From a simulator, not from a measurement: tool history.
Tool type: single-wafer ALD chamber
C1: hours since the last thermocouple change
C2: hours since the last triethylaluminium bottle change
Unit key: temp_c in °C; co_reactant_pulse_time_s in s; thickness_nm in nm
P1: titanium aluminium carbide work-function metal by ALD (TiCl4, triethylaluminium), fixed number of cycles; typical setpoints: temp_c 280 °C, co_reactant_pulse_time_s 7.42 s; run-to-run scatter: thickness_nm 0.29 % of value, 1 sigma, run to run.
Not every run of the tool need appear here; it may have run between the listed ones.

run 1 hour=12.7 | temp_c=280 co_reactant_pulse_time_s=7.42 | C1=1962.3 C2=602.7 | thickness_nm=1.7257
run 2 hour=29.1 | temp_c=280 co_reactant_pulse_time_s=12.3 | C1=1978.7 C2=619.1 | thickness_nm=1.8372
run 3 hour=39.2 | temp_c=280 co_reactant_pulse_time_s=7.42 | C1=1988.8 C2=629.2 | thickness_nm=1.7119
run 4 hour=58.3 | temp_c=304 co_reactant_pulse_time_s=7.42 | C1=2007.9 C2=648.3 | thickness_nm=1.9119
run 5 hour=68.3 | temp_c=302 co_reactant_pulse_time_s=11.03 | C1=2017.9 C2=658.3 | thickness_nm=2.016
run 6 hour=85.8 | temp_c=280 co_reactant_pulse_time_s=7.42 | C1=2035.4 C2=675.8 | thickness_nm=1.7199
run 7 hour=94.8 | temp_c=280 co_reactant_pulse_time_s=7.42 | C1=2044.4 C2=684.8 | thickness_nm=1.721
run 8 hour=108.2 | temp_c=280 co_reactant_pulse_time_s=7.42 | C1=2057.8 C2=698.2 | thickness_nm=1.7191
run 9 hour=120.7 | temp_c=280 co_reactant_pulse_time_s=3.32 | C1=2070.3 C2=710.7 | thickness_nm=1.2756
run 10 hour=130 | temp_c=263 co_reactant_pulse_time_s=7.42 | C1=2079.6 C2=720 | thickness_nm=1.5849
run 11 hour=142.6 | temp_c=280 co_reactant_pulse_time_s=7.42 | C1=2092.2 C2=732.6 | thickness_nm=1.7178
run 12 hour=158.2 | temp_c=280 co_reactant_pulse_time_s=7.42 | C1=2107.8 C2=748.2 | thickness_nm=1.7173
run 13 hour=172.9 | temp_c=280 co_reactant_pulse_time_s=7.42 | C1=2122.5 C2=762.9 | thickness_nm=1.7016
run 14 hour=186.1 | temp_c=280 co_reactant_pulse_time_s=7.42 | C1=2135.7 C2=776.1 | thickness_nm=1.6963
run 15 hour=204.7 | temp_c=280 co_reactant_pulse_time_s=7.42 | C1=2154.3 C2=794.7 | thickness_nm=1.6921
run 16 hour=222.8 | temp_c=280 co_reactant_pulse_time_s=7.42 | C1=2172.4 C2=812.8 | thickness_nm=1.6791
run 17 hour=239.7 | temp_c=280 co_reactant_pulse_time_s=7.42 | C1=2189.3 C2=829.7 | thickness_nm=1.6841
run 18 hour=252.3 | temp_c=280 co_reactant_pulse_time_s=7.42 | C1=2201.9 C2=842.3 | thickness_nm=1.678
run 19 hour=262.7 | temp_c=280 co_reactant_pulse_time_s=7.42 | C1=2212.3 C2=852.7 | thickness_nm=1.6797
run 20 hour=275.3 | temp_c=280 co_reactant_pulse_time_s=7.42 | C1=2224.9 C2=865.3 | thickness_nm=1.6787
run 21 hour=284.6 | temp_c=280 co_reactant_pulse_time_s=7.42 | C1=2234.2 C2=874.6 | thickness_nm=1.6861

What P1 gives has crept off from where it sat before. The 2 causes that follow fit the log equally well, each at the size noted:
A: triethylaluminium dose below that of a fresh bottle (%) = 9.41
B: wafer temperature below the value expected at the setpoint (K) = 4.91
Creep in the process output first set in at about hour 158.2.

Of the 4 check runs listed below, each run on one wafer and each result written as a question mark, which would let you distinguish the listed causes because they would give clearly different results?
run check 1 hour=293.9 | temp_c=304 co_reactant_pulse_time_s=7.42 | thickness_nm=?
run check 2 hour=293.9 | temp_c=296 co_reactant_pulse_time_s=4.37 | thickness_nm=?
run check 3 hour=293.9 | temp_c=266 co_reactant_pulse_time_s=7.42 | thickness_nm=?
run check 4 hour=293.9 | temp_c=301 co_reactant_pulse_time_s=9.36 | thickness_nm=?

Check results expected under each cause:
check=check_1 result=thickness_nm if_A=1.8696 if_B=1.8732
check=check_2 result=thickness_nm if_A=1.4915 if_B=1.5255
check=check_3 result=thickness_nm if_A=1.5706 if_B=1.5687
check=check_4 result=thickness_nm if_A=1.9373 if_B=1.9244
Per-check spread between the two closest causes, in the result where they differ most: check 1 0.19 %; check 2 2.25 %; check 3 0.12 %; check 4 0.67 %
Only in check 2 would the causes give clearly different results; in the remaining checks their results would be nearly the same.

Here is what check 2 returned: thickness_nm 1.4867 nm. Which cause is it?

It was cause A: triethylaluminium dose below that of a fresh bottle (%).
